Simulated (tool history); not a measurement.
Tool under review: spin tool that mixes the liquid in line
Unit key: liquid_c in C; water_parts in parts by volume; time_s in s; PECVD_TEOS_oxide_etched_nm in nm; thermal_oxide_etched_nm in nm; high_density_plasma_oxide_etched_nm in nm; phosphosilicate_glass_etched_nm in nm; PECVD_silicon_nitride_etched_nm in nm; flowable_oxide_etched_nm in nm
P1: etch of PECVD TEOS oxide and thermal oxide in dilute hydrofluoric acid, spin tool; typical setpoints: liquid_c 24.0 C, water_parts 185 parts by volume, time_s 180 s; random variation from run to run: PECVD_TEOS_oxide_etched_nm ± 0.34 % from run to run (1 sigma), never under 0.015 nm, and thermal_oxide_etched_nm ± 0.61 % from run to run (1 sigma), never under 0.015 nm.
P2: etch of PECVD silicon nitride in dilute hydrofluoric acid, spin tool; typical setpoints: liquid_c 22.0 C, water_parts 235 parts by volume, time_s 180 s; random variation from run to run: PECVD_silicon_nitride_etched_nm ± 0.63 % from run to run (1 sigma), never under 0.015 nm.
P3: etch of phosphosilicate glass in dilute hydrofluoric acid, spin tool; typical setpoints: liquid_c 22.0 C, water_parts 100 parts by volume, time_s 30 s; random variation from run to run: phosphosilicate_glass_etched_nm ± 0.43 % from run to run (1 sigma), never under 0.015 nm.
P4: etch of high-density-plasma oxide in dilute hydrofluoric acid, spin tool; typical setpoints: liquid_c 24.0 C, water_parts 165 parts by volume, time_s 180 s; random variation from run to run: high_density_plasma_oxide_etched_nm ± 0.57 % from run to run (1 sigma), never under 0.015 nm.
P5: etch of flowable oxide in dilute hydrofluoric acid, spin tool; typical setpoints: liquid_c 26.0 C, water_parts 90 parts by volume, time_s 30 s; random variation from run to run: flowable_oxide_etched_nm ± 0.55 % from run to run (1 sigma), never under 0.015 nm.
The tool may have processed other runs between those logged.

| run | hour | process | liquid_c | water_parts | time_s | PECVD_TEOS_oxide_etched_nm | thermal_oxide_etched_nm | high_density_plasma_oxide_etched_nm | phosphosilicate_glass_etched_nm | PECVD_silicon_nitride_etched_nm | flowable_oxide_etched_nm |
|---|---|---|---|---|---|---|---|---|---|---|---|
| 1 | 12.1 | P1 | 24.0 | 185 | 180 | 13.5220 | 4.34760 |  |  |  |  |
| 2 | 18.7 | P4 | 24.0 | 165 | 180 |  |  | 7.3712 |  |  |  |
| 3 | 29.6 | P1 | 24.0 | 260 | 180 | 8.9441 | 2.86730 |  |  |  |  |
| 4 | 41.6 | P3 | 22.0 | 55 | 30 |  |  |  | 65.163 |  |  |
| 5 | 47.5 | P1 | 24.0 | 290 | 80 | 3.4570 | 1.10150 |  |  |  |  |
| 6 | 54.9 | P1 | 19.5 | 185 | 180 | 11.3690 | 3.68390 |  |  |  |  |
| 7 | 63.7 | P1 | 24.0 | 185 | 15 | 1.0975 | 0.36899 |  |  |  |  |
| 8 | 77.4 | P4 | 24.0 | 165 | 285 |  |  | 11.7160 |  |  |  |
| 9 | 87.8 | P1 | 30.5 | 185 | 180 | 17.0800 | 5.56740 |  |  |  |  |
| 10 | 101.2 | P4 | 19.5 | 165 | 180 |  |  | 6.1494 |  |  |  |
| 11 | 112.7 | P1 | 24.0 | 40 | 180 | 74.8440 | 24.28300 |  |  |  |  |
| 12 | 121.9 | P1 | 24.0 | 185 | 180 | 13.5850 | 4.36130 |  |  |  |  |
| 13 | 131.5 | P1 | 24.0 | 185 | 180 | 13.6060 | 4.37610 |  |  |  |  |
| 14 | 143.6 | P2 | 27.5 | 235 | 180 |  |  |  |  | 5.2542 |  |
| 15 | 149.7 | P3 | 22.0 | 100 | 30 |  |  |  | 33.817 |  |  |
| 16 | 158.4 | P3 | 22.0 | 100 | 65 |  |  |  | 73.417 |  |  |
| 17 | 169.5 | P1 | 24.0 | 185 | 365 | 27.5210 | 8.79120 |  |  |  |  |
| 18 | 177.2 | P5 | 18.5 | 90 | 30 |  |  |  |  |  | 9.8690 |
| 19 | 184.7 | P2 | 22.0 | 235 | 80 |  |  |  |  | 1.6772 |  |
| 20 | 193.4 | P1 | 24.0 | 185 | 180 | 13.5000 | 4.32020 |  |  |  |  |
| 21 | 204.4 | P3 | 29.0 | 100 | 30 |  |  |  | 44.469 |  |  |
| 22 | 217.7 | P3 | 22.0 | 100 | 30 |  |  |  | 33.952 |  |  |
| 23 | 228.2 | P2 | 22.0 | 430 | 180 |  |  |  |  | 2.1460 |  |
| 24 | 235.1 | P1 | 30.5 | 45 | 180 | 85.7440 | 27.77600 |  |  |  |  |
| 25 | 246.0 | P1 | 24.0 | 185 | 180 | 13.6060 | 4.34380 |  |  |  |  |
| 26 | 252.7 | P5 | 26.0 | 90 | 30 |  |  |  |  |  | 13.2330 |
| 27 | 265.2 | P2 | 22.0 | 235 | 180 |  |  |  |  | 3.7561 |  |
| 28 | 271.9 | P5 | 26.0 | 90 | 60 |  |  |  |  |  | 26.6400 |
| 29 | 282.9 | P5 | 26.0 | 160 | 30 |  |  |  |  |  | 6.8803 |
| 30 | 293.6 | P4 | 24.0 | 100 | 180 |  |  | 13.2440 |  |  |  |
| 31 | 306.9 | P1 | 24.0 | 185 | 180 | 13.6800 | 4.33410 |  |  |  |  |
| 32 | 315.5 | P1 | 24.0 | 185 | 180 | 14.0890 | 4.49820 |  |  |  |  |
| 33 | 325.9 | P1 | 24.0 | 185 | 180 | 14.4070 | 4.67850 |  |  |  |  |
| 34 | 338.8 | P1 | 24.0 | 185 | 180 | 14.6710 | 4.70910 |  |  |  |  |
| 35 | 345.6 | P1 | 24.0 | 185 | 180 | 14.7150 | 4.67220 |  |  |  |  |
| 36 | 357.7 | P1 | 24.0 | 185 | 180 | 14.8150 | 4.72310 |  |  |  |  |
| 37 | 370.1 | P1 | 24.0 | 185 | 180 | 14.7210 | 4.70590 |  |  |  |  |

Something has made what P1 gives creep away from where it was; the 2 causes below, each at its own stated size, fit the log equally well:
A: liquid hotter than its thermometer reads (K) = 2.25
B: hydrofluoric acid flow above the setpoint (%) = 7.17
The drift started at roughly hour 306.9.

4 check runs are offered, one wafer each, their results left as question marks. Which one tells the causes apart?
| check 1 | 382.5 | P2 | 26.0 | 365 | 180 |  |  |  |  | ? |  |
| check 2 | 382.5 | P4 | 19.5 | 165 | 180 |  |  | ? |  |  |  |
| check 3 | 382.5 | P3 | 26.5 | 100 | 50 |  |  |  | ? |  |  |
| check 4 | 382.5 | P5 | 20.0 | 135 | 30 |  |  |  |  |  | ? |

Check results expected under each cause:
| check | result | if A | if B |
|---|---|---|---|
| check 1 | PECVD_silicon_nitride_etched_nm | 3.5454 | 3.3368 |
| check 2 | high_density_plasma_oxide_etched_nm | 6.7419 | 6.6903 |
| check 3 | phosphosilicate_glass_etched_nm | 73.509 | 72.907 |
| check 4 | flowable_oxide_etched_nm | 7.2668 | 7.1907 |
Per-check spread between the two closest causes, in the result where they differ most: check 1 6.06 %; check 2 0.77 %; check 3 0.82 %; check 4 1.05 %
Only in check 1 would the causes give clearly different results; in the remaining checks their results would be nearly the same.

Check 1 has now been run. It gave: PECVD_silicon_nitride_etched_nm 3.5177 nm. Which of the candidate causes is it?

Of the candidate causes, it is A: liquid hotter than its thermometer reads (K).

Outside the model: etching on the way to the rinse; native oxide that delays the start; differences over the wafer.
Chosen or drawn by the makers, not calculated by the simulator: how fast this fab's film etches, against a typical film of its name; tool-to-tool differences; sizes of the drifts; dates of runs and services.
